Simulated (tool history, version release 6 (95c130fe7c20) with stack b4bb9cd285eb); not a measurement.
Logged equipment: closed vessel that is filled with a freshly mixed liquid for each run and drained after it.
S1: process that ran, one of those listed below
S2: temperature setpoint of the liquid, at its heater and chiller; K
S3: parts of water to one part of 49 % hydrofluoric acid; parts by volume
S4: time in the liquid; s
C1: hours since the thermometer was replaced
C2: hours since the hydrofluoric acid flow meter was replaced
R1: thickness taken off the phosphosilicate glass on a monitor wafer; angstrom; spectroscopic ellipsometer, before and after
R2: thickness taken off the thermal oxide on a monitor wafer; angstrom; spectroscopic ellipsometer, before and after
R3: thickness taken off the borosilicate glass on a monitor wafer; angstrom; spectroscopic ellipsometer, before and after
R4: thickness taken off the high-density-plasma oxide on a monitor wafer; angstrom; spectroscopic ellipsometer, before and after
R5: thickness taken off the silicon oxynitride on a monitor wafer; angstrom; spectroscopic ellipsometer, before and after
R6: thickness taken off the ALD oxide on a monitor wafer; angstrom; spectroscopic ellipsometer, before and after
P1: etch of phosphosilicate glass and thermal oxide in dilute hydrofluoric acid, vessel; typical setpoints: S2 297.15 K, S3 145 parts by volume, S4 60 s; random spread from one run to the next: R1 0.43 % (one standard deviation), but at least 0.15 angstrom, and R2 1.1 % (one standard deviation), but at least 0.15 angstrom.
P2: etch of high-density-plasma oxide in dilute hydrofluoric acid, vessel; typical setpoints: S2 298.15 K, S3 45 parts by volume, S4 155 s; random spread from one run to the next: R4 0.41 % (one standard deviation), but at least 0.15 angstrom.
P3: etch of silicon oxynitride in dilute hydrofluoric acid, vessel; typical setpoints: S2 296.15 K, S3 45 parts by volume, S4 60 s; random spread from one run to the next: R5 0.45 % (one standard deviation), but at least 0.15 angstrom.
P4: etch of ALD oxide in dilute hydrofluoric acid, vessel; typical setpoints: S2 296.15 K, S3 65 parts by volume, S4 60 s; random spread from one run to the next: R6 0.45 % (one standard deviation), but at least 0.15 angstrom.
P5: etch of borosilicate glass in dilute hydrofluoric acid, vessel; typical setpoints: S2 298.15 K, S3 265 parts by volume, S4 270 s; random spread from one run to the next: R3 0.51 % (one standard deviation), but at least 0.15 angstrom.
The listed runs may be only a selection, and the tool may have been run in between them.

run,hour,S1,S2,S3,S4,C1,C2,R1,R2,R3,R4,R5,R6
1,8.0,P1,297.15,145,60,1355.7,781.7,785.49,18.2240,,,,
2,19.1,P5,290.65,265,270,1366.8,792.8,,,242.020,,,
3,31.0,P1,297.15,145,30,1378.7,804.7,393.08,9.0026,,,,
4,41.1,P1,297.15,70,35,1388.8,814.8,1034.50,23.5320,,,,
5,52.5,P2,293.15,45,155,1400.2,826.2,,,,237.32,,
6,63.2,P3,296.15,20,60,1410.9,836.9,,,,,145.060,
7,72.0,P3,296.15,45,60,1419.7,845.7,,,,,62.801,
8,81.9,P1,297.15,145,60,1429.6,855.6,787.16,17.9760,,,,
9,90.1,P3,290.15,45,60,1437.8,863.8,,,,,46.783,
10,104.4,P5,298.15,265,45,1452.1,878.1,,,53.304,,,
11,113.9,P1,297.15,145,60,1461.6,887.6,788.79,17.5590,,,,
12,127.3,P5,298.15,265,270,1475.0,901.0,,,321.190,,,
13,140.8,P4,301.65,65,60,1488.5,914.5,,,,,,202.46
14,153.5,P1,297.15,145,95,1501.2,927.2,1241.60,28.3410,,,,
15,163.7,P1,297.15,40,60,1511.4,937.4,3274.30,73.7220,,,,
16,172.3,P4,296.15,65,30,1520.0,946.0,,,,,,82.01
17,181.2,P2,298.15,45,155,1528.9,954.9,,,,291.41,,
18,195.3,P1,297.15,205,60,1543.0,969.0,516.48,11.9080,,,,
19,205.5,P1,290.65,145,60,1553.2,979.2,610.86,13.8180,,,,
20,216.1,P1,297.15,145,60,1563.8,989.8,788.67,17.7160,,,,
21,223.2,P5,298.15,90,270,1570.9,996.9,,,1144.700,,,
22,234.0,P4,296.15,40,60,1581.7,1007.7,,,,,,272.41
23,245.8,P1,297.15,145,60,1593.5,1019.5,789.67,18.0110,,,,
24,254.7,P2,298.15,75,155,1602.4,1028.4,,,,168.30,,
25,263.8,P1,297.15,145,60,1611.5,1037.5,788.63,18.2550,,,,
# hour 273.1: thermometer replaced
26,275.6,P4,296.15,65,60,2.5,1049.3,,,,,,163.31
27,286.1,P1,302.15,145,60,13.0,1059.8,941.64,21.7420,,,,
28,292.5,P2,298.15,45,290,19.4,1066.2,,,,547.02,,
29,299.5,P3,296.15,45,115,26.4,1073.2,,,,,120.430,
30,306.5,P2,298.15,45,155,33.4,1080.2,,,,291.97,,
31,313.6,P5,298.15,265,270,40.5,1087.3,,,318.550,,,
32,325.9,P3,296.15,45,60,52.8,1099.6,,,,,63.241,
33,335.3,P1,297.15,145,60,62.2,1109.0,781.98,17.6110,,,,
34,346.8,P1,297.15,145,60,73.7,1120.5,770.54,17.4440,,,,
35,360.3,P1,297.15,145,60,87.2,1134.0,754.06,17.0990,,,,
36,369.6,P1,297.15,145,60,96.5,1143.3,737.31,17.1790,,,,
37,383.5,P1,297.15,145,60,110.4,1157.2,736.92,16.6950,,,,
38,393.6,P1,297.15,145,60,120.5,1167.3,733.13,16.4260,,,,
39,405.1,P1,297.15,145,60,132.0,1178.8,733.48,16.6770,,,,
40,413.6,P1,297.15,145,60,140.5,1187.3,727.17,16.8480,,,,
41,427.9,P1,297.15,145,60,154.8,1201.6,725.50,16.7310,,,,
42,441.1,P1,297.15,145,60,168.0,1214.8,717.41,16.5130,,,,
43,453.7,P1,297.15,145,60,180.6,1227.4,723.73,16.6660,,,,

What P1 gives has crept off from where it sat before. The 2 causes that follow fit the log equally well, each at the size noted:
A: liquid colder than its thermometer reads (K) = 2.08
B: hydrofluoric acid flow below the setpoint (%) = 6.64
The creep began at about hour 335.3.

Below are 4 check runs, each on a single wafer, with their results shown as question marks. Which of them would tell the listed causes apart, meaning the causes would give clearly different results under it?
check 1,466.3,P5,298.15,135,50,,,,,?,,,
check 2,466.3,P4,299.65,65,30,,,,,,,,?
check 3,466.3,P2,298.15,75,290,,,,,,?,,
check 4,466.3,P3,290.15,45,115,,,,,,,?,

Predicted outcomes, by check and by cause:
check,result,if A,if B
check 1,R3,123.950,123.990
check 2,R6,86.275,87.017
check 3,R4,290.04,292.48
check 4,R5,80.269,83.350
Minimum pairwise separation of causes per check, each pair taken at its best-separating result: check 1 0.03 %; check 2 0.86 %; check 3 0.84 %; check 4 3.77 %
Of the check runs offered, only check 4 discriminates between the causes; the rest would read about the same regardless of which cause applies.

Check 4 has now been run. It gave: R5 80.492 angstrom. Which of the candidate causes is it?

The correct cause is A, namely: liquid colder than its thermometer reads (K).
